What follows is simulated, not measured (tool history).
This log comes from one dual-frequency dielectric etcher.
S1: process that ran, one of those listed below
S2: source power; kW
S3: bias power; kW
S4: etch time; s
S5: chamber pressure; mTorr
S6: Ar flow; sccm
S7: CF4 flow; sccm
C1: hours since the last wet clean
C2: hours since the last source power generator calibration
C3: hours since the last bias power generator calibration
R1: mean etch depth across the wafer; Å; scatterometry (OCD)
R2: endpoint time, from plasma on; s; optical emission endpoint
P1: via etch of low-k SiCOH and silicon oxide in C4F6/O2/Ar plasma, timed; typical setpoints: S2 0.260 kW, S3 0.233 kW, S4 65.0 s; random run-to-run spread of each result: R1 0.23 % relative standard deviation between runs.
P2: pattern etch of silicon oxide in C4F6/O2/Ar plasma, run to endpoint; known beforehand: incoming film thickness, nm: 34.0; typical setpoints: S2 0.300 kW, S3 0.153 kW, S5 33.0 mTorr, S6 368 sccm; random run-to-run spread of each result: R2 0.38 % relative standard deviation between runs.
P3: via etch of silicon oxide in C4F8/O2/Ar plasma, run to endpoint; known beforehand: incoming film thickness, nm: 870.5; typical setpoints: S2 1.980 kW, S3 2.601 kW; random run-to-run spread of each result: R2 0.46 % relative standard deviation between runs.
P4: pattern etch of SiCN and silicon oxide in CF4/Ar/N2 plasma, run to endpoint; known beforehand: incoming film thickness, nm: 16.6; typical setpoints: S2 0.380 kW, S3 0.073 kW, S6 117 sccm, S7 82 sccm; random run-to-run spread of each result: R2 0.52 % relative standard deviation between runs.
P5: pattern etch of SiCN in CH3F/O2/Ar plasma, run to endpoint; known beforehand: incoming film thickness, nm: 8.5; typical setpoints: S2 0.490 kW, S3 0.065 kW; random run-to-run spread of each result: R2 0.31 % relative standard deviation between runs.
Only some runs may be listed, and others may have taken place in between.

run 1 hour=4.3 | S1=P1 S2=0.260 S3=0.233 S4=65.0 | C1=253.8 C2=674.1 C3=2298.6 | R1=1735.50
run 2 hour=10.5 | S1=P2 S2=0.300 S3=0.153 S5=33.0 S6=368 | C1=260.0 C2=680.3 C3=2304.8 | R2=12.835
run 3 hour=15.1 | S1=P4 S2=0.380 S3=0.044 S6=117 S7=82 | C1=264.6 C2=684.9 C3=2309.4 | R2=26.421
run 4 hour=21.8 | S1=P4 S2=0.380 S3=0.073 S6=117 S7=82 | C1=271.3 C2=691.6 C3=2316.1 | R2=22.356
run 5 hour=27.4 | S1=P3 S2=1.980 S3=2.601 | C1=276.9 C2=697.2 C3=2321.7 | R2=155.740
run 6 hour=31.9 | S1=P1 S2=0.260 S3=0.233 S4=65.0 | C1=281.4 C2=701.7 C3=2326.2 | R1=1731.50
run 7 hour=38.4 | S1=P1 S2=0.260 S3=0.233 S4=36.0 | C1=287.9 C2=708.2 C3=2332.7 | R1=958.96
run 8 hour=44.7 | S1=P1 S2=0.320 S3=0.233 S4=94.0 | C1=294.2 C2=714.5 C3=2339.0 | R1=2724.00
run 9 hour=50.0 | S1=P1 S2=0.260 S3=0.233 S4=85.0 | C1=299.5 C2=719.8 C3=2344.3 | R1=2269.50
run 10 hour=55.5 | S1=P1 S2=0.260 S3=0.172 S4=48.0 | C1=305.0 C2=725.3 C3=2349.8 | R1=1160.10
run 11 hour=59.6 | S1=P1 S2=0.260 S3=0.149 S4=65.0 | C1=309.1 C2=729.4 C3=2353.9 | R1=1492.50
run 12 hour=63.8 | S1=P1 S2=0.340 S3=0.233 S4=65.0 | C1=313.3 C2=733.6 C3=2358.1 | R1=1925.30
run 13 hour=70.4 | S1=P4 S2=0.520 S3=0.073 S6=117 S7=82 | C1=319.9 C2=740.2 C3=2364.7 | R2=16.846
run 14 hour=75.2 | S1=P2 S2=0.170 S3=0.153 S5=33.0 S6=368 | C1=324.7 C2=745.0 C3=2369.5 | R2=16.049
run 15 hour=81.6 | S1=P4 S2=0.380 S3=0.073 S6=117 S7=60 | C1=331.1 C2=751.4 C3=2375.9 | R2=23.548
run 16 hour=87.4 | S1=P4 S2=0.380 S3=0.073 S6=95 S7=82 | C1=336.9 C2=757.2 C3=2381.7 | R2=21.962
run 17 hour=94.0 | S1=P1 S2=0.260 S3=0.233 S4=65.0 | C1=343.5 C2=763.8 C3=2388.3 | R1=1727.70
run 18 hour=98.2 | S1=P5 S2=0.580 S3=0.065 | C1=347.7 C2=768.0 C3=2392.5 | R2=20.322
run 19 hour=101.6 | S1=P3 S2=1.280 S3=2.601 | C1=351.1 C2=771.4 C3=2395.9 | R2=184.280
run 20 hour=105.9 | S1=P2 S2=0.300 S3=0.153 S5=33.0 S6=474 | C1=355.4 C2=775.7 C3=2400.2 | R2=13.218
run 21 hour=110.7 | S1=P1 S2=0.260 S3=0.233 S4=65.0 | C1=360.2 C2=780.5 C3=2405.0 | R1=1737.70
run 22 hour=114.7 | S1=P1 S2=0.260 S3=0.233 S4=65.0 | C1=364.2 C2=784.5 C3=2409.0 | R1=1736.90
run 23 hour=118.5 | S1=P2 S2=0.300 S3=0.153 S5=33.0 S6=368 | C1=368.0 C2=788.3 C3=2412.8 | R2=12.862
run 24 hour=124.0 | S1=P1 S2=0.170 S3=0.233 S4=65.0 | C1=373.5 C2=793.8 C3=2418.3 | R1=1482.20
run 25 hour=129.3 | S1=P1 S2=0.260 S3=0.290 S4=65.0 | C1=378.8 C2=799.1 C3=2423.6 | R1=1869.50
run 26 hour=134.9 | S1=P2 S2=0.300 S3=0.204 S5=33.0 S6=368 | C1=384.4 C2=804.7 C3=2429.2 | R2=11.750
run 27 hour=140.8 | S1=P3 S2=1.980 S3=2.601 | C1=390.3 C2=810.6 C3=2435.1 | R2=156.290
run 28 hour=145.9 | S1=P2 S2=0.300 S3=0.153 S5=45.5 S6=368 | C1=395.4 C2=815.7 C3=2440.2 | R2=13.378
run 29 hour=149.9 | S1=P5 S2=0.490 S3=0.086 | C1=399.4 C2=819.7 C3=2444.2 | R2=19.605
run 30 hour=153.3 | S1=P3 S2=1.980 S3=1.534 | C1=402.8 C2=823.1 C3=2447.6 | R2=180.360
run 31 hour=157.2 | S1=P1 S2=0.190 S3=0.233 S4=90.5 | C1=406.7 C2=827.0 C3=2451.5 | R1=2147.10
run 32 hour=160.1 | S1=P5 S2=0.490 S3=0.065 | C1=409.6 C2=829.9 C3=2454.4 | R2=21.673
run 33 hour=165.2 | S1=P1 S2=0.260 S3=0.233 S4=65.0 | C1=414.7 C2=835.0 C3=2459.5 | R1=1732.60
run 34 hour=171.1 | S1=P1 S2=0.260 S3=0.233 S4=65.0 | C1=420.6 C2=840.9 C3=2465.4 | R1=1720.80
run 35 hour=176.2 | S1=P1 S2=0.260 S3=0.233 S4=65.0 | C1=425.7 C2=846.0 C3=2470.5 | R1=1712.00
run 36 hour=180.5 | S1=P1 S2=0.260 S3=0.233 S4=65.0 | C1=430.0 C2=850.3 C3=2474.8 | R1=1715.50
run 37 hour=186.5 | S1=P1 S2=0.260 S3=0.233 S4=65.0 | C1=436.0 C2=856.3 C3=2480.8 | R1=1708.40
-- hour=188.2 wet clean of the chamber
run 38 hour=190.9 | S1=P1 S2=0.260 S3=0.233 S4=65.0 | C1=2.7 C2=860.7 C3=2485.2 | R1=1710.80
run 39 hour=194.5 | S1=P1 S2=0.260 S3=0.233 S4=65.0 | C1=6.3 C2=864.3 C3=2488.8 | R1=1711.10
run 40 hour=201.0 | S1=P1 S2=0.260 S3=0.233 S4=65.0 | C1=12.8 C2=870.8 C3=2495.3 | R1=1703.80
run 41 hour=204.7 | S1=P1 S2=0.260 S3=0.233 S4=65.0 | C1=16.5 C2=874.5 C3=2499.0 | R1=1711.00
run 42 hour=211.3 | S1=P1 S2=0.260 S3=0.233 S4=65.0 | C1=23.1 C2=881.1 C3=2505.6 | R1=1708.30

The log shows P1 creeping away from where it was. Any of the 2 causes listed here, at the size stated for it, fits the log just as well as the others:
A: source power that arrives under what is set, % = 3.76
B: bias power that arrives under what is set, % = 4.19
At approximately hour 165.2, the process output began to creep.
Excluded causes, each with its reason:
chamber walls in a state that lowers the etch rate, %: its service at hour 188.2 followed the start of the drift and did not put the process back to its old value

Which of the 4 check runs listed below, each an average over 3 wafers with its results shown as question marks, gives clearly different results under the different listed causes?
run check 1 hour=217.9 | S1=P2 S2=0.170 S3=0.197 S5=33.0 S6=368 | R2=?
run check 2 hour=217.9 | S1=P4 S2=0.490 S3=0.048 S6=117 S7=82 | R2=?
run check 3 hour=217.9 | S1=P5 S2=0.490 S3=0.081 | R2=?
run check 4 hour=217.9 | S1=P3 S2=1.310 S3=1.971 | R2=?

How each check would come out, cause by cause:
check=check_1 result=R2 if_A=14.948 if_B=14.948
check=check_2 result=R2 if_A=21.224 if_B=20.776
check=check_3 result=R2 if_A=20.314 if_B=20.332
check=check_4 result=R2 if_A=201.660 if_B=201.130
Per-check spread between the two closest causes, in the result where they differ most: check 1 0 %; check 2 2.13 %; check 3 0.09 %; check 4 0.26 %
Only in check 2 would the causes give clearly different results; in the remaining checks their results would be nearly the same.

Then check 2 was run and gave: R2 20.764 s. Which cause is it?

It was cause B: bias power that arrives under what is set, %.

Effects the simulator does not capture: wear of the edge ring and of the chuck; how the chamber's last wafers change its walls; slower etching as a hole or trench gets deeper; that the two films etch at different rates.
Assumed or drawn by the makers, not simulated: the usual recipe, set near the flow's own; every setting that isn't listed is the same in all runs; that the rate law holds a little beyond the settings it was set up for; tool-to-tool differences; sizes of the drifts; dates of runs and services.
